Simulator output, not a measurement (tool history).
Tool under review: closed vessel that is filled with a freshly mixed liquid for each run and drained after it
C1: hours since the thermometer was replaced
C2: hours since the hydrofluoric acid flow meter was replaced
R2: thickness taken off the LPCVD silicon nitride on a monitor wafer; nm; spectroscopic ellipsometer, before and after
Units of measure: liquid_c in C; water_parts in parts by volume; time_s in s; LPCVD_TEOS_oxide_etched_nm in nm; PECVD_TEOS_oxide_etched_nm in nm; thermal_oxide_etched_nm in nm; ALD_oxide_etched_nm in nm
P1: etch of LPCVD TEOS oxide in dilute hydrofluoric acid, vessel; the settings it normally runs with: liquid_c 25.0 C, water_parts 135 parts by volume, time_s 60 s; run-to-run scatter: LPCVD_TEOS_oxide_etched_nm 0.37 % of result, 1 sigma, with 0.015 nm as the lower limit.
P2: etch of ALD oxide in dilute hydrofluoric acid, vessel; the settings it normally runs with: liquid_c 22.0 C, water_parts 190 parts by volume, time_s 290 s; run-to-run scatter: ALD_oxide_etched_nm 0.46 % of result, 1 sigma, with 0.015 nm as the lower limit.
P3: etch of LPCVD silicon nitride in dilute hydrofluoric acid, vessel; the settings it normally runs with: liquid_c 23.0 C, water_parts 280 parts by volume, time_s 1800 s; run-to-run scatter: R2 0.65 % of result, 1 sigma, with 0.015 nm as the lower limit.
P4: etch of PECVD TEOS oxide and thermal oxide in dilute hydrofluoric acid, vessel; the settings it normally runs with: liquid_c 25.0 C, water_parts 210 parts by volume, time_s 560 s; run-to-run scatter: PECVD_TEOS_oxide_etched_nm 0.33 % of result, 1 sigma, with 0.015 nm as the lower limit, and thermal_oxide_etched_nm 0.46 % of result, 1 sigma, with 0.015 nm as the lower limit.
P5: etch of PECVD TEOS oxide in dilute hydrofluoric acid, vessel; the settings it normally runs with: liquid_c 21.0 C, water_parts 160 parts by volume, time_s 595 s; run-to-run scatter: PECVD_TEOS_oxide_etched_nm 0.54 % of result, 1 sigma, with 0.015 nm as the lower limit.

{"run": 1, "hour": 8.9, "process": "P1", "liquid_c": 25.0, "water_parts": 135, "time_s": 60, "C1": 606.2, "C2": 562.1, "LPCVD_TEOS_oxide_etched_nm": 15.71}
{"run": 2, "hour": 14.6, "process": "P1", "liquid_c": 21.0, "water_parts": 135, "time_s": 60, "C1": 611.9, "C2": 567.8, "LPCVD_TEOS_oxide_etched_nm": 13.358}
{"run": 3, "hour": 21.6, "process": "P3", "liquid_c": 23.0, "water_parts": 280, "time_s": 1800, "C1": 618.9, "C2": 574.8, "R2": 3.3141}
{"run": 4, "hour": 31.7, "process": "P1", "liquid_c": 25.0, "water_parts": 135, "time_s": 60, "C1": 629.0, "C2": 584.9, "LPCVD_TEOS_oxide_etched_nm": 15.549}
{"run": 5, "hour": 40.5, "process": "P4", "liquid_c": 25.0, "water_parts": 210, "time_s": 945, "C1": 637.8, "C2": 593.7, "PECVD_TEOS_oxide_etched_nm": 78.512, "thermal_oxide_etched_nm": 19.661}
{"run": 6, "hour": 45.7, "process": "P1", "liquid_c": 25.0, "water_parts": 20, "time_s": 60, "C1": 643.0, "C2": 598.9, "LPCVD_TEOS_oxide_etched_nm": 122.5}
{"run": 7, "hour": 54.0, "process": "P1", "liquid_c": 25.0, "water_parts": 135, "time_s": 60, "C1": 651.3, "C2": 607.2, "LPCVD_TEOS_oxide_etched_nm": 15.593}
{"run": 8, "hour": 60.3, "process": "P2", "liquid_c": 28.0, "water_parts": 190, "time_s": 290, "C1": 657.6, "C2": 613.5, "ALD_oxide_etched_nm": 52.083}
{"run": 9, "hour": 67.6, "process": "P1", "liquid_c": 25.0, "water_parts": 245, "time_s": 60, "C1": 664.9, "C2": 620.8, "LPCVD_TEOS_oxide_etched_nm": 7.6469}
{"run": 10, "hour": 73.9, "process": "P1", "liquid_c": 25.0, "water_parts": 135, "time_s": 95, "C1": 671.2, "C2": 627.1, "LPCVD_TEOS_oxide_etched_nm": 24.789}
{"run": 11, "hour": 82.2, "process": "P1", "liquid_c": 32.0, "water_parts": 135, "time_s": 60, "C1": 679.5, "C2": 635.4, "LPCVD_TEOS_oxide_etched_nm": 20.341}
{"run": 12, "hour": 87.9, "process": "P3", "liquid_c": 23.0, "water_parts": 280, "time_s": 2690, "C1": 685.2, "C2": 641.1, "R2": 4.9794}
{"run": 13, "hour": 97.9, "process": "P1", "liquid_c": 25.0, "water_parts": 135, "time_s": 60, "C1": 695.2, "C2": 651.1, "LPCVD_TEOS_oxide_etched_nm": 15.697}
{"run": 14, "hour": 107.8, "process": "P1", "liquid_c": 25.0, "water_parts": 135, "time_s": 60, "C1": 705.1, "C2": 661.0, "LPCVD_TEOS_oxide_etched_nm": 15.695}
{"run": 15, "hour": 115.6, "process": "P4", "liquid_c": 25.0, "water_parts": 210, "time_s": 560, "C1": 712.9, "C2": 668.8, "PECVD_TEOS_oxide_etched_nm": 46.468, "thermal_oxide_etched_nm": 11.686}
{"run": 16, "hour": 122.1, "process": "P1", "liquid_c": 25.0, "water_parts": 210, "time_s": 30, "C1": 719.4, "C2": 675.3, "LPCVD_TEOS_oxide_etched_nm": 4.6779}
{"run": 17, "hour": 131.5, "process": "P2", "liquid_c": 22.0, "water_parts": 270, "time_s": 290, "C1": 728.8, "C2": 684.7, "ALD_oxide_etched_nm": 27.236}
{"hour": 132.0, "done": "thermometer replaced"}
{"run": 18, "hour": 139.8, "process": "P4", "liquid_c": 29.5, "water_parts": 210, "time_s": 560, "C1": 7.9, "C2": 693.0, "PECVD_TEOS_oxide_etched_nm": 54.135, "thermal_oxide_etched_nm": 13.699}
{"run": 19, "hour": 148.3, "process": "P2", "liquid_c": 22.0, "water_parts": 190, "time_s": 290, "C1": 16.4, "C2": 701.5, "ALD_oxide_etched_nm": 42.106}
{"run": 20, "hour": 156.4, "process": "P5", "liquid_c": 17.0, "water_parts": 160, "time_s": 595, "C1": 24.5, "C2": 709.6, "PECVD_TEOS_oxide_etched_nm": 39.106}
{"run": 21, "hour": 164.7, "process": "P2", "liquid_c": 22.0, "water_parts": 190, "time_s": 290, "C1": 32.8, "C2": 717.9, "ALD_oxide_etched_nm": 42.268}
{"run": 22, "hour": 170.8, "process": "P3", "liquid_c": 17.5, "water_parts": 280, "time_s": 1800, "C1": 38.9, "C2": 724.0, "R2": 2.3764}
{"run": 23, "hour": 180.9, "process": "P5", "liquid_c": 21.0, "water_parts": 160, "time_s": 595, "C1": 49.0, "C2": 734.1, "PECVD_TEOS_oxide_etched_nm": 45.779}
{"run": 24, "hour": 187.7, "process": "P1", "liquid_c": 25.0, "water_parts": 135, "time_s": 30, "C1": 55.8, "C2": 740.9, "LPCVD_TEOS_oxide_etched_nm": 7.8511}
{"run": 25, "hour": 197.9, "process": "P1", "liquid_c": 25.0, "water_parts": 135, "time_s": 60, "C1": 66.0, "C2": 751.1, "LPCVD_TEOS_oxide_etched_nm": 15.621}
{"run": 26, "hour": 203.9, "process": "P3", "liquid_c": 23.0, "water_parts": 280, "time_s": 1800, "C1": 72.0, "C2": 757.1, "R2": 3.3056}
{"run": 27, "hour": 210.9, "process": "P3", "liquid_c": 23.0, "water_parts": 60, "time_s": 1800, "C1": 79.0, "C2": 764.1, "R2": 15.149}
{"run": 28, "hour": 221.1, "process": "P5", "liquid_c": 21.0, "water_parts": 160, "time_s": 930, "C1": 89.2, "C2": 774.3, "PECVD_TEOS_oxide_etched_nm": 71.939}
{"run": 29, "hour": 227.7, "process": "P2", "liquid_c": 22.0, "water_parts": 190, "time_s": 30, "C1": 95.8, "C2": 780.9, "ALD_oxide_etched_nm": 4.3314}

The next listed run, before its measurement:
{"run": 30, "hour": 233.0, "process": "P4", "liquid_c": 25.0, "water_parts": 325, "time_s": 560, "C1": 101.1, "C2": 786.2, "PECVD_TEOS_oxide_etched_nm": "?", "thermal_oxide_etched_nm": "?"}

PECVD_TEOS_oxide_etched_nm: 26.375 nm
thermal_oxide_etched_nm: 6.6872 nm
